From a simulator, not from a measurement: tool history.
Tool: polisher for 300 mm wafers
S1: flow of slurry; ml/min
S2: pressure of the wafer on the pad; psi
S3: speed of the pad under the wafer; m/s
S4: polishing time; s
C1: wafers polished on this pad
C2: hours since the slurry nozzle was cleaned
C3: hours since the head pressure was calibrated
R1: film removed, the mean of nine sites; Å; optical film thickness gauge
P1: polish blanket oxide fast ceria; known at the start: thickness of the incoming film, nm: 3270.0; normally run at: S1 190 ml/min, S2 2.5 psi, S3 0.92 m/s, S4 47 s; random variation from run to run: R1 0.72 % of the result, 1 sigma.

{"run": 1, "hour": 3.4, "S1": 190, "S2": 2.5, "S3": 0.92, "S4": 47, "C1": 246, "C2": 119.7, "C3": 678.1, "R1": 7062.8}
{"run": 2, "hour": 8.0, "S1": 190, "S2": 2.5, "S3": 0.42, "S4": 47, "C1": 311, "C2": 124.3, "C3": 682.7, "R1": 3184.5}
{"run": 3, "hour": 12.8, "S1": 190, "S2": 2.5, "S3": 0.92, "S4": 69, "C1": 379, "C2": 129.1, "C3": 687.5, "R1": 10267.0}
{"run": 4, "hour": 16.3, "S1": 190, "S2": 2.5, "S3": 0.92, "S4": 47, "C1": 428, "C2": 132.6, "C3": 691.0, "R1": 6978.8}
{"run": 5, "hour": 21.0, "S1": 290, "S2": 2.5, "S3": 0.92, "S4": 47, "C1": 494, "C2": 137.3, "C3": 695.7, "R1": 7367.9}
{"run": 6, "hour": 23.9, "S1": 190, "S2": 3.3, "S3": 0.92, "S4": 59, "C1": 535, "C2": 140.2, "C3": 698.6, "R1": 11713.0}
{"run": 7, "hour": 27.9, "S1": 190, "S2": 1.4, "S3": 0.92, "S4": 47, "C1": 592, "C2": 144.2, "C3": 702.6, "R1": 3956.0}
{"run": 8, "hour": 30.7, "S1": 190, "S2": 3.7, "S3": 0.92, "S4": 47, "C1": 631, "C2": 147.0, "C3": 705.4, "R1": 10371.0}
{"run": 9, "hour": 33.4, "S1": 190, "S2": 1.9, "S3": 1.22, "S4": 47, "C1": 670, "C2": 149.7, "C3": 708.1, "R1": 6981.8}
{"run": 10, "hour": 37.3, "S1": 190, "S2": 2.5, "S3": 0.5, "S4": 33, "C1": 725, "C2": 153.6, "C3": 712.0, "R1": 2675.9}
{"run": 11, "hour": 41.5, "S1": 190, "S2": 2.5, "S3": 1.3, "S4": 47, "C1": 784, "C2": 157.8, "C3": 716.2, "R1": 9941.4}
{"run": 12, "hour": 44.6, "S1": 190, "S2": 2.5, "S3": 0.92, "S4": 47, "C1": 828, "C2": 160.9, "C3": 719.3, "R1": 7070.4}
{"run": 13, "hour": 48.9, "S1": 190, "S2": 2.5, "S3": 0.92, "S4": 47, "C1": 889, "C2": 165.2, "C3": 723.6, "R1": 6994.9}
{"run": 14, "hour": 54.0, "S1": 190, "S2": 2.5, "S3": 0.92, "S4": 24, "C1": 961, "C2": 170.3, "C3": 728.7, "R1": 3544.1}
{"run": 15, "hour": 56.6, "S1": 115, "S2": 2.5, "S3": 0.92, "S4": 47, "C1": 997, "C2": 172.9, "C3": 731.3, "R1": 6345.5}
{"run": 16, "hour": 59.1, "S1": 190, "S2": 2.5, "S3": 0.92, "S4": 47, "C1": 1033, "C2": 175.4, "C3": 733.8, "R1": 7024.9}
{"run": 17, "hour": 61.7, "S1": 190, "S2": 2.5, "S3": 0.92, "S4": 47, "C1": 1069, "C2": 178.0, "C3": 736.4, "R1": 7017.6}
{"run": 18, "hour": 64.6, "S1": 190, "S2": 2.5, "S3": 0.92, "S4": 47, "C1": 1110, "C2": 180.9, "C3": 739.3, "R1": 6899.9}
{"run": 19, "hour": 69.6, "S1": 190, "S2": 2.5, "S3": 0.92, "S4": 47, "C1": 1181, "C2": 185.9, "C3": 744.3, "R1": 6649.8}
{"run": 20, "hour": 72.2, "S1": 190, "S2": 2.5, "S3": 0.92, "S4": 47, "C1": 1218, "C2": 188.5, "C3": 746.9, "R1": 6601.0}
{"run": 21, "hour": 76.8, "S1": 190, "S2": 2.5, "S3": 0.92, "S4": 47, "C1": 1283, "C2": 193.1, "C3": 751.5, "R1": 6571.0}
{"run": 22, "hour": 82.0, "S1": 190, "S2": 2.5, "S3": 0.92, "S4": 47, "C1": 1356, "C2": 198.3, "C3": 756.7, "R1": 6557.2}
{"run": 23, "hour": 86.2, "S1": 190, "S2": 2.5, "S3": 0.92, "S4": 47, "C1": 1416, "C2": 202.5, "C3": 760.9, "R1": 6543.8}
{"run": 24, "hour": 89.5, "S1": 190, "S2": 2.5, "S3": 0.92, "S4": 47, "C1": 1462, "C2": 205.8, "C3": 764.2, "R1": 6429.8}
{"hour": 90.8, "done": "worn pad replaced by a new one"}
{"run": 25, "hour": 93.7, "S1": 190, "S2": 2.5, "S3": 0.92, "S4": 47, "C1": 42, "C2": 210.0, "C3": 768.4, "R1": 6485.2}
{"run": 26, "hour": 99.0, "S1": 190, "S2": 2.5, "S3": 0.92, "S4": 47, "C1": 116, "C2": 215.3, "C3": 773.7, "R1": 6481.5}
{"run": 27, "hour": 103.7, "S1": 190, "S2": 2.5, "S3": 0.92, "S4": 47, "C1": 183, "C2": 220.0, "C3": 778.4, "R1": 6442.8}

What P1 gives has crept away from where it was. These 2 causes fit the log equally well, each at the size given:
A: slurry flow missing at the pad, % = 36.7
B: head's pressure below its setpoint, % = 7.55
The creep began at about hour 59.1.
Why every other cause is out:
removal rate lost through wear of the pad, %: serviced at hour 90.8, which brought nothing back

4 check runs are offered, each on 3 wafers whose results are averaged, their results left as question marks. Which one tells the causes apart?
{"run": "check 1", "hour": 108.4, "S1": 190, "S2": 3.4, "S3": 0.92, "S4": 47, "R1": "?"}
{"run": "check 2", "hour": 108.4, "S1": 130, "S2": 2.5, "S3": 0.92, "S4": 47, "R1": "?"}
{"run": "check 3", "hour": 108.4, "S1": 190, "S2": 1.4, "S3": 0.92, "S4": 64, "R1": "?"}
{"run": "check 4", "hour": 108.4, "S1": 190, "S2": 2.5, "S3": 0.92, "S4": 61, "R1": "?"}

What each check would give under each cause:
check=check_1 result=R1 if_A=8801.7 if_B=8801.0
check=check_2 result=R1 if_A=5887.0 if_B=6078.3
check=check_3 result=R1 if_A=4935.1 if_B=4934.7
check=check_4 result=R1 if_A=8399.6 if_B=8399.0
How far apart the two closest causes lie, in the result that separates them most: check 1 0.01 %; check 2 3.2 %; check 3 0.01 %; check 4 0.01 %
Only check 2 tells the causes apart: in the others they would give nearly the same result.

Then check 2 was run and gave: R1 5875.4 Å. Which cause is it?

It is A: slurry flow missing at the pad, %.
